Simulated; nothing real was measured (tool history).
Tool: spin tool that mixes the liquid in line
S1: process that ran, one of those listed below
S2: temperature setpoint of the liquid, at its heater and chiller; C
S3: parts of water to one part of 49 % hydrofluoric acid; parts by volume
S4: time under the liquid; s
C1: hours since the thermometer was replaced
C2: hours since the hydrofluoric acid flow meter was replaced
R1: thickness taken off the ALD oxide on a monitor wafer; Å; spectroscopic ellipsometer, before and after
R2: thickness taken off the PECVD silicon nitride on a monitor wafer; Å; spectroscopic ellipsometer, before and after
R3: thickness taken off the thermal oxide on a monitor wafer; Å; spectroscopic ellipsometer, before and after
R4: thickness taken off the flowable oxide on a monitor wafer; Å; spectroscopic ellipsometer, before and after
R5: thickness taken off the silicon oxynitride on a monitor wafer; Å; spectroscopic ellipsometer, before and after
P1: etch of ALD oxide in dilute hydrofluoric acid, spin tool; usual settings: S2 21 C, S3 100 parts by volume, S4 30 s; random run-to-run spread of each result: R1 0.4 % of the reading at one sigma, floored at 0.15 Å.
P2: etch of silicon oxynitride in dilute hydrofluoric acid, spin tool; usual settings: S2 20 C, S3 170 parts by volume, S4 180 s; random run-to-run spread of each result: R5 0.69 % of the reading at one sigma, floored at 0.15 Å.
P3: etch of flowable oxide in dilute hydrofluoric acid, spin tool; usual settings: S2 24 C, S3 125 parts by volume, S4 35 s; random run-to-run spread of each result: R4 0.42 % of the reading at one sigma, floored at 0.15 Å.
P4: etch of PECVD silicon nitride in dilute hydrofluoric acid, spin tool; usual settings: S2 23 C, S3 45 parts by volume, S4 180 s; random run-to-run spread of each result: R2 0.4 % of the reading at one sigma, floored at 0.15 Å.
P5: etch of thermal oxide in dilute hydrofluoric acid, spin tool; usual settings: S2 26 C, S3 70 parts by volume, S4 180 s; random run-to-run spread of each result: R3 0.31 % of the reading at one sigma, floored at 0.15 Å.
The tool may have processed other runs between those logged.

Run 1, day 0.392: S1 P1, S2 21 C, S3 100 parts by volume, S4 30 s; C1 257.2; C2 346.4. Result: R1 60.129 Å.
Run 2, day 0.671: S1 P4, S2 23 C, S3 70 parts by volume, S4 180 s; C1 263.9; C2 353.1. Result: R2 100.87 Å.
Run 3, day 1.033: S1 P5, S2 26 C, S3 35 parts by volume, S4 180 s; C1 272.6; C2 361.8. Result: R3 280.98 Å.
Run 4, day 1.575: S1 P1, S2 21 C, S3 100 parts by volume, S4 30 s; C1 285.6; C2 374.8. Result: R1 60.145 Å.
Run 5, day 1.821: S1 P3, S2 24 C, S3 125 parts by volume, S4 35 s; C1 291.5; C2 380.7. Result: R4 76.563 Å.
Run 6, day 2.212: S1 P5, S2 26 C, S3 70 parts by volume, S4 305 s; C1 300.9; C2 390.1. Result: R3 227.66 Å.
Run 7, day 2.683: S1 P2, S2 20 C, S3 250 parts by volume, S4 180 s; C1 312.2; C2 401.4. Result: R5 21.560 Å.
Run 8, day 3.108: S1 P1, S2 21 C, S3 100 parts by volume, S4 15 s; C1 322.4; C2 411.6. Result: R1 30.045 Å.
Run 9, day 3.571: S1 P5, S2 26 C, S3 70 parts by volume, S4 180 s; C1 333.5; C2 422.7. Result: R3 134.55 Å.
Run 10, day 3.842: S1 P1, S2 21 C, S3 100 parts by volume, S4 30 s; C1 340.0; C2 429.2. Result: R1 60.070 Å.
Run 11, day 4.100: S1 P2, S2 20 C, S3 170 parts by volume, S4 180 s; C1 346.2; C2 435.4. Result: R5 33.613 Å.
Run 12, day 4.583: S1 P1, S2 21 C, S3 180 parts by volume, S4 30 s; C1 357.8; C2 447.0. Result: R1 30.383 Å.
Run 13, day 5.071: S1 P3, S2 24 C, S3 125 parts by volume, S4 35 s; C1 369.5; C2 458.7. Result: R4 76.835 Å.
Run 14, day 5.446: S1 P3, S2 28 C, S3 125 parts by volume, S4 35 s; C1 378.5; C2 467.7. Result: R4 88.692 Å.
Run 15, day 5.908: S1 P4, S2 29 C, S3 45 parts by volume, S4 180 s; C1 389.6; C2 478.8. Result: R2 230.43 Å.
Run 16, day 6.442: S1 P3, S2 24 C, S3 45 parts by volume, S4 35 s; C1 402.4; C2 491.6. Result: R4 235.190 Å.
Run 17, day 6.808: S1 P1, S2 21 C, S3 100 parts by volume, S4 30 s; C1 411.2; C2 500.4. Result: R1 60.110 Å.
Run 18, day 7.233: S1 P2, S2 20 C, S3 170 parts by volume, S4 345 s; C1 421.4; C2 510.6. Result: R5 63.736 Å.
Run 19, day 7.496: S1 P3, S2 24 C, S3 125 parts by volume, S4 15 s; C1 427.7; C2 516.9. Result: R4 32.706 Å.
Run 20, day 7.942: S1 P2, S2 17 C, S3 170 parts by volume, S4 180 s; C1 438.4; C2 527.6. Result: R5 28.649 Å.
Run 21, day 8.362: S1 P5, S2 26 C, S3 70 parts by volume, S4 180 s; C1 448.5; C2 537.7. Result: R3 135.34 Å.
Run 22, day 8.625: S1 P4, S2 23 C, S3 45 parts by volume, S4 295 s; C1 454.8; C2 544.0. Result: R2 252.14 Å.
Run 23, day 9.046: S1 P1, S2 21 C, S3 25 parts by volume, S4 30 s; C1 464.9; C2 554.1. Result: R1 261.310 Å.
Run 24, day 9.571: S1 P1, S2 28 C, S3 100 parts by volume, S4 30 s; C1 477.5; C2 566.7. Result: R1 79.681 Å.
Run 25, day 9.950: S1 P1, S2 21 C, S3 100 parts by volume, S4 55 s; C1 486.6; C2 575.8. Result: R1 110.590 Å.
Run 26, day 10.467: S1 P5, S2 33 C, S3 70 parts by volume, S4 180 s; C1 499.0; C2 588.2. Result: R3 176.80 Å.
Run 27, day 10.896: S1 P1, S2 21 C, S3 100 parts by volume, S4 30 s; C1 509.3; C2 598.5. Result: R1 60.663 Å.
Run 28, day 11.358: S1 P1, S2 21 C, S3 100 parts by volume, S4 30 s; C1 520.4; C2 609.6. Result: R1 59.700 Å.
Run 29, day 11.688: S1 P4, S2 23 C, S3 45 parts by volume, S4 180 s; C1 528.3; C2 617.5. Result: R2 154.73 Å.
Run 30, day 12.158: S1 P1, S2 17 C, S3 100 parts by volume, S4 30 s; C1 539.6; C2 628.8. Result: R1 50.866 Å.
Run 31, day 12.638: S1 P1, S2 17 C, S3 100 parts by volume, S4 15 s; C1 551.1; C2 640.3. Result: R1 25.538 Å.
Run 32, day 12.996: S1 P1, S2 21 C, S3 100 parts by volume, S4 30 s; C1 559.7; C2 648.9. Result: R1 59.995 Å.
Run 33, day 13.379: S1 P1, S2 21 C, S3 100 parts by volume, S4 30 s; C1 568.9; C2 658.1. Result: R1 58.764 Å.
Run 34, day 13.742: S1 P1, S2 21 C, S3 100 parts by volume, S4 30 s; C1 577.6; C2 666.8. Result: R1 57.624 Å.
Run 35, day 14.183: S1 P1, S2 21 C, S3 100 parts by volume, S4 30 s; C1 588.2; C2 677.4. Result: R1 55.941 Å.
Run 36, day 14.488: S1 P1, S2 21 C, S3 100 parts by volume, S4 30 s; C1 595.5; C2 684.7. Result: R1 56.019 Å.
Run 37, day 14.783: S1 P1, S2 21 C, S3 100 parts by volume, S4 30 s; C1 602.6; C2 691.8. Result: R1 55.814 Å.
Run 38, day 15.283: S1 P1, S2 21 C, S3 100 parts by volume, S4 30 s; C1 614.6; C2 703.8. Result: R1 55.235 Å.
Run 39, day 15.817: S1 P1, S2 21 C, S3 100 parts by volume, S4 30 s; C1 627.4; C2 716.6. Result: R1 54.645 Å.
Run 40, day 16.146: S1 P1, S2 21 C, S3 100 parts by volume, S4 30 s; C1 635.3; C2 724.5. Result: R1 55.004 Å.
Run 41, day 16.638: S1 P1, S2 21 C, S3 100 parts by volume, S4 30 s; C1 647.1; C2 736.3. Result: R1 55.034 Å.
Run 42, day 17.133: S1 P1, S2 21 C, S3 100 parts by volume, S4 30 s; C1 659.0; C2 748.2. Result: R1 54.865 Å.
Run 43, day 17.488: S1 P1, S2 21 C, S3 100 parts by volume, S4 30 s; C1 667.5; C2 756.7. Result: R1 54.472 Å.

P1 has crept away from where it was. The log is fitted equally well by each of these 2 causes, at the sizes shown:
A: hydrofluoric acid flow below the setpoint (%) = 8.13
B: liquid colder than its thermometer reads (K) = 2.31
The creep began at about day 12.996.

Of the 4 check runs listed below, each run on one wafer and each result written as a question mark, which would let you distinguish the listed causes because they would give clearly different results?
Run check 1, day 17.842: S1 P4, S2 23 C, S3 45 parts by volume, S4 180 s. Result: R2 ?.
Run check 2, day 17.842: S1 P5, S2 26 C, S3 70 parts by volume, S4 180 s. Result: R3 ?.
Run check 3, day 17.842: S1 P3, S2 24 C, S3 125 parts by volume, S4 35 s. Result: R4 ?.
Run check 4, day 17.842: S1 P2, S2 20 C, S3 170 parts by volume, S4 180 s. Result: R5 ?.

What every check run would give for each of its results, assuming each possible cause in turn:
  check  result    if A    if B
check 1      R2  142.62  132.19
check 2      R3  122.27  122.28
check 3      R4  69.392  69.872
check 4      R5  30.348  29.886
Per check, the gap between the least separated pair of causes, taken in the result that splits them most: check 1 7.6 %; check 2 0.01 %; check 3 0.69 %; check 4 1.53 %
Only in check 1 would the causes give clearly different results; in the remaining checks their results would be nearly the same.

Here is what check 1 returned: R2 131.82 Å. Which cause is it?

B is the cause: liquid colder than its thermometer reads (K).
